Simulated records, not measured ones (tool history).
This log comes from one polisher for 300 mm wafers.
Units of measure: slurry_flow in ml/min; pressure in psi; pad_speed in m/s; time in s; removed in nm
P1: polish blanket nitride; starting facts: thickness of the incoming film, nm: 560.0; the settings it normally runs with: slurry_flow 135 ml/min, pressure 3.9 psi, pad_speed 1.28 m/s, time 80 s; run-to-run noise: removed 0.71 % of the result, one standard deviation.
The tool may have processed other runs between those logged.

run   hour  slurry_flow  pressure  pad_speed  time  wafers polished on this pad  hours since the slurry nozzle was cleaned  hours since the head pressure was calibrated  removed
  1   14.4          135       3.9       1.28    80                          552                                      225.0                                         211.1  152.420
  2   28.5          135       3.9       0.60    80                          662                                      239.1                                         225.2   83.922
  3   36.9          185       3.9       1.28    80                          727                                      247.5                                         233.6  163.610
  4   47.4          135       3.9       1.74    80                          809                                      258.0                                         244.1  195.830
  5   59.9          135       3.9       1.28    80                          906                                      270.5                                         256.6  156.740
  6   66.8          135       3.9       1.28    80                          960                                      277.4                                         263.5  155.800
  7   74.8           80       3.9       1.28    80                         1022                                      285.4                                         271.5  135.520
  8   81.6          135       3.9       1.28   108                         1075                                      292.2                                         278.3  209.210
  9   91.6          135       1.8       1.28    80                         1153                                      302.2                                         288.3   71.067
 10  104.2          100       3.9       0.92    80                         1251                                      314.8                                         300.9  111.660
 11  114.8          135       5.2       1.28    80                         1333                                      325.4                                         311.5  206.470
 12  127.9          135       3.9       1.28    80                         1435                                      338.5                                         324.6  155.290
 13  140.5          135       3.9       1.28    55                         1533                                      351.1                                         337.2  105.960
 14  151.1          180       3.9       1.28    60                         1616                                      361.7                                         347.8  121.900
 15  157.9          135       5.3       1.28    45                         1669                                      368.5                                         354.6  119.410
 16  170.7          135       3.9       1.28    80                         1768                                      381.3                                         367.4  154.630
 17  181.9          135       3.9       1.28    80                         1855                                      392.5                                         378.6  153.650
 18  194.6          135       3.9       1.28    80                         1954                                      405.2                                         391.3  148.300
 19  201.0          135       3.9       1.28    80                         2004                                      411.6                                         397.7  146.170
 20  213.0          135       3.9       1.28    80                         2097                                      423.6                                         409.7  146.560
 21  221.0          135       3.9       1.28    80                         2160                                      431.6                                         417.7  141.970
 22  231.1          135       3.9       1.28    80                         2238                                      441.7                                         427.8  142.070
     237.0  -- worn pad replaced by a new one
 23  242.2          135       3.9       1.28    80                           40                                      452.8                                         438.9  142.190
 24  251.9          135       3.9       1.28    80                          115                                      462.5                                         448.6  138.620
 25  261.2          135       3.9       1.28    80                          188                                      471.8                                         457.9  140.590
 26  270.8          135       3.9       1.28    80                          263                                      481.4                                         467.5  139.170

Something has made what P1 gives creep away from where it was; the 2 causes below, each at its own stated size, fit the log equally well:
A: head's pressure below its setpoint, % = 10
B: slurry flow missing at the pad, % = 36.4
The creep began at about hour 181.9.
All other causes, with the reason each is excluded:
removal rate lost through wear of the pad, %: serviced at hour 237.0, which brought nothing back

Each of the 4 check runs below uses one wafer; its results are left as question marks. Which run tells the causes apart?
check 1  280.4          135       3.9       1.28   106                                                                                                                              ?
check 2  280.4           80       3.9       1.28    80                                                                                                                              ?
check 3  280.4          135       4.8       0.60    80                                                                                                                              ?
check 4  280.4          135       4.7       1.28    80                                                                                                                              ?

If the cause were each of the candidates in turn, the checks would give the following:
  check   result     if A     if B
check 1  removed  184.340  184.260
check 2  removed  122.600  115.470
check 3  removed   93.397   93.357
check 4  removed  167.660  167.590
Smallest distance between any two causes, each pair judged by its most separating result, in per cent: check 1 0.04 %; check 2 5.99 %; check 3 0.04 %; check 4 0.04 %
Check 2 is the one run that separates the causes; every other check would come out nearly the same whichever cause is at work.

After running check 2, the following was obtained: removed 115.650 nm. Which cause does this point to?

The cause is B: slurry flow missing at the pad, %.
